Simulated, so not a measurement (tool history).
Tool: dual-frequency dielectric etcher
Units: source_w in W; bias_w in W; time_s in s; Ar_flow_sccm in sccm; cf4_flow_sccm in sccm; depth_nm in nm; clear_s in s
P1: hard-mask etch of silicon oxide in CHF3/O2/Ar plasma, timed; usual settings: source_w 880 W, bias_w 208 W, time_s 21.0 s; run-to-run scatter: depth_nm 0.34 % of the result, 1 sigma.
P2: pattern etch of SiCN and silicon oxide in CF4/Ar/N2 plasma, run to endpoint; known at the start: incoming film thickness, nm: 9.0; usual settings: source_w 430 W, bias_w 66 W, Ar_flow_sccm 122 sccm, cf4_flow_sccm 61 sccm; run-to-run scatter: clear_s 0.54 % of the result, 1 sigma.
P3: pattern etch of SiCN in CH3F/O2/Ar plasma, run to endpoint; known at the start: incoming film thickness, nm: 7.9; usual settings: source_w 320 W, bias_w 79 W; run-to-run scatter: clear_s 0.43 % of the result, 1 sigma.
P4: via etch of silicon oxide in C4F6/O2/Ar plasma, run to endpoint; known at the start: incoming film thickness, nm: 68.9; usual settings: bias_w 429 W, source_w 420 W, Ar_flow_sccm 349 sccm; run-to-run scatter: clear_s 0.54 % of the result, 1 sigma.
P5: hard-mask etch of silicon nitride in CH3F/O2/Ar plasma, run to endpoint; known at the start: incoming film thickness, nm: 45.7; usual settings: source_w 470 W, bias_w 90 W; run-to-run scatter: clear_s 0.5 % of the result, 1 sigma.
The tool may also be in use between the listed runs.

run   hour  process  source_w  bias_w  time_s  Ar_flow_sccm  cf4_flow_sccm  hours since the last wet clean  hours since the last source power generator calibration  hours since the last bias power generator calibration  depth_nm  clear_s
  1    9.9       P1       880     208    21.0                                                        180.6                                                   1055.9                                                  318.0    50.681
  2   17.9       P1       610     208    29.5                                                        188.6                                                   1063.9                                                  326.0    61.648
  3   23.0       P2       430      66                   122             61                           193.7                                                   1069.0                                                  331.1             12.009
  4   31.9       P1      1240     208    21.0                                                        202.6                                                   1077.9                                                  340.0    57.981
  5   43.2       P1       880     278    21.0                                                        213.9                                                   1089.2                                                  351.3    55.716
  6   53.9       P2       430      66                    96             61                           224.6                                                   1099.9                                                  362.0             11.531
  7   63.5       P2       430      66                   122             61                           234.2                                                   1109.5                                                  371.6             12.065
  8   68.8       P1       520     208    21.0                                                        239.5                                                   1114.8                                                  376.9    41.395
  9   77.3       P2       340      66                   122             61                           248.0                                                   1123.3                                                  385.4             14.778
 10   88.3       P1       570     284    21.0                                                        259.0                                                   1134.3                                                  396.4    47.602
 11   96.5       P1       880     208    14.0                                                        267.2                                                   1142.5                                                  404.6    33.671
 12  106.4       P1       880     208    21.0                                                        277.1                                                   1152.4                                                  414.5    50.588
 13  117.6       P1       880     208    29.0                                                        288.3                                                   1163.6                                                  425.7    69.687
 14  128.0       P1       880     208    21.0                                                        298.7                                                   1174.0                                                  436.1    50.801
 15  138.3       P1       880     208    21.0                                                        309.0                                                   1184.3                                                  446.4    50.494
 16  147.1       P4       540     429                   349                                          317.8                                                   1193.1                                                  455.2             14.485
 17  155.9       P3       220      79                                                                326.6                                                   1201.9                                                  464.0             25.706
 18  162.3       P4       420     429                   349                                          333.0                                                   1208.3                                                  470.4             15.725
 19  172.7       P5       470      90                                                                343.4                                                   1218.7                                                  480.8             59.412
 20  182.2       P1       880     153    21.0                                                        352.9                                                   1228.2                                                  490.3    45.672
 21  191.5       P1       880     208    21.0                                                        362.2                                                   1237.5                                                  499.6    50.388
 22  200.7       P3       320      50                                                                371.4                                                   1246.7                                                  508.8             26.320
 23  208.0       P4       420     429                   278                                          378.7                                                   1254.0                                                  516.1             15.641
 24  213.1       P2       430      66                   122             45                           383.8                                                   1259.1                                                  521.2             12.567
 25  221.4       P4       420     321                   349                                          392.1                                                   1267.4                                                  529.5             17.600
 26  227.4       P4       420     429                   349                                          398.1                                                   1273.4                                                  535.5             15.830
 27  236.0       P2       430      53                   122             61                           406.7                                                   1282.0                                                  544.1             13.008
     238.3  -- bias power generator calibrated
 28  241.3       P5       610      90                                                                412.0                                                   1287.3                                                    3.0             53.779
 29  252.8       P5       470      69                                                                423.5                                                   1298.8                                                   14.5             64.411
 30  259.1       P3       320      79                                                                429.8                                                   1305.1                                                   20.8             22.582
 31  264.9       P1       880     208    21.0                                                        435.6                                                   1310.9                                                   26.6    50.761
 32  272.5       P1       880     208    21.0                                                        443.2                                                   1318.5                                                   34.2    49.923
 33  282.4       P1       880     208    21.0                                                        453.1                                                   1328.4                                                   44.1    49.804
 34  288.2       P1       880     208    21.0                                                        458.9                                                   1334.2                                                   49.9    49.718
 35  295.8       P1       880     208    21.0                                                        466.5                                                   1341.8                                                   57.5    49.501
     300.6  -- wet clean of the chamber
 36  304.4       P1       880     208    21.0                                                          3.8                                                   1350.4                                                   66.1    49.937
 37  315.4       P1       880     208    21.0                                                         14.8                                                   1361.4                                                   77.1    49.613
 38  324.2       P1       880     208    21.0                                                         23.6                                                   1370.2                                                   85.9    49.917

What P1 gives has crept away from where it was. These 2 causes fit the log equally well, each at the size given:
A: bias power that arrives under what is set, % = 4.93
B: source power that arrives under what is set, % = 4.34
The creep began at about hour 264.9.
Why every other cause is out:
chamber walls in a state that lowers the etch rate, %: serviced at hour 300.6, which brought nothing back

4 check runs are offered, each on 5 wafers whose results are averaged, their results left as question marks. Which one tells the causes apart?
check 1  333.0       P2       430      66                   122             61                                                                                                                                                                  ?
check 2  333.0       P5       470      90                                                                                                                                                                                                       ?
check 3  333.0       P4       420     429                   349                                                                                                                                                                                 ?
check 4  333.0       P3       320      79                                                                                                                                                                                                       ?

What each check would give under each cause:
  check   result    if A    if B
check 1  clear_s  12.217  12.480
check 2  clear_s  60.374  60.300
check 3  clear_s  16.188  16.157
check 4  clear_s  22.927  22.883
How far apart the two closest causes lie, in the result that separates them most: check 1 2.13 %; check 2 0.12 %; check 3 0.19 %; check 4 0.19 %
Check 1 tells the causes apart: in the others they would give nearly the same result.

Check 1 was then run and gave: clear_s 12.458 s. Which cause is it?

It is B: source power that arrives under what is set, %.
